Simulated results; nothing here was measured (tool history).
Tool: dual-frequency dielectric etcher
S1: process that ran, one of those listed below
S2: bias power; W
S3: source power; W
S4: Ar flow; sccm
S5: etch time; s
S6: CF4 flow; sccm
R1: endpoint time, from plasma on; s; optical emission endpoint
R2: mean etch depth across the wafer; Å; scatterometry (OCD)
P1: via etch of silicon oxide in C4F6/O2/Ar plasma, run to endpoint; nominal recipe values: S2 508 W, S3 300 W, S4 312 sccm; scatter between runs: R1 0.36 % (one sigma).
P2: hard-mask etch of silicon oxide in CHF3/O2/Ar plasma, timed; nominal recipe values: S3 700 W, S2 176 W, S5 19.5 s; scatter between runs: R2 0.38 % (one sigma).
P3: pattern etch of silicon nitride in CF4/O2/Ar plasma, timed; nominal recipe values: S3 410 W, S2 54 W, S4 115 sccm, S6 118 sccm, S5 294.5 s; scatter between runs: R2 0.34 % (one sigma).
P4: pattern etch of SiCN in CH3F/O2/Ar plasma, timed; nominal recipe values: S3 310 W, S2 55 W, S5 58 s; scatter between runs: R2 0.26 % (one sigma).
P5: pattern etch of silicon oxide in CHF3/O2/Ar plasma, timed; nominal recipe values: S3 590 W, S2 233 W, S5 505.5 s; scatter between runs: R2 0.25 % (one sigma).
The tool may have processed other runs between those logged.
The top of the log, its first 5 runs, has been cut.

run 6 hour=75.6 | S1=P3 S2=54 S3=270 S4=115 S5=294.5 S6=118 | R2=3424
run 7 hour=83.7 | S1=P2 S2=176 S3=700 S5=12.5 | R2=266.93
run 8 hour=95.7 | S1=P1 S2=508 S3=300 S4=312 | R1=23.311
run 9 hour=104.5 | S1=P1 S2=508 S3=380 S4=432 | R1=22.182
run 10 hour=119.9 | S1=P3 S2=54 S3=410 S4=115 S5=294.5 S6=118 | R2=4977.8
run 11 hour=129.9 | S1=P1 S2=508 S3=300 S4=312 | R1=23.328
run 12 hour=138.7 | S1=P1 S2=361 S3=300 S4=395 | R1=27.352
run 13 hour=156.2 | S1=P1 S2=508 S3=300 S4=219 | R1=22.451
run 14 hour=173.3 | S1=P1 S2=508 S3=300 S4=312 | R1=23.343
run 15 hour=187.9 | S1=P3 S2=54 S3=410 S4=115 S5=294.5 S6=78 | R2=4685.9
run 16 hour=204.4 | S1=P1 S2=508 S3=300 S4=312 | R1=23.362
run 17 hour=215.6 | S1=P4 S2=77 S3=310 S5=58 | R2=208.43
run 18 hour=231.9 | S1=P1 S2=307 S3=300 S4=312 | R1=27.938
run 19 hour=242 | S1=P5 S2=233 S3=820 S5=505.5 | R2=11675
run 20 hour=257.2 | S1=P3 S2=38 S3=410 S4=115 S5=294.5 S6=118 | R2=4322.2
run 21 hour=269.5 | S1=P2 S2=126 S3=700 S5=19.5 | R2=375.33
run 22 hour=279.1 | S1=P5 S2=233 S3=590 S5=505.5 | R2=10320
run 23 hour=291.5 | S1=P1 S2=508 S3=170 S4=312 | R1=28.764
run 24 hour=301.6 | S1=P5 S2=233 S3=590 S5=736 | R2=14956
run 25 hour=312.3 | S1=P2 S2=176 S3=470 S5=19.5 | R2=357.96
run 26 hour=323.5 | S1=P1 S2=651 S3=300 S4=312 | R1=21.26
run 27 hour=332.2 | S1=P3 S2=54 S3=410 S4=76 S5=294.5 S6=118 | R2=5148.2
run 28 hour=341.1 | S1=P4 S2=55 S3=310 S5=58 | R2=184.45
run 29 hour=351.8 | S1=P3 S2=54 S3=410 S4=115 S5=294.5 S6=118 | R2=4943.1
run 30 hour=360.6 | S1=P3 S2=54 S3=410 S4=115 S5=177.5 S6=118 | R2=2974

Run 31 has not been measured yet. What should we expect?
run 31 hour=369.4 | S1=P1 S2=508 S3=360 S4=312 | R1=?

{"run 31": {"R1": 21.791}}
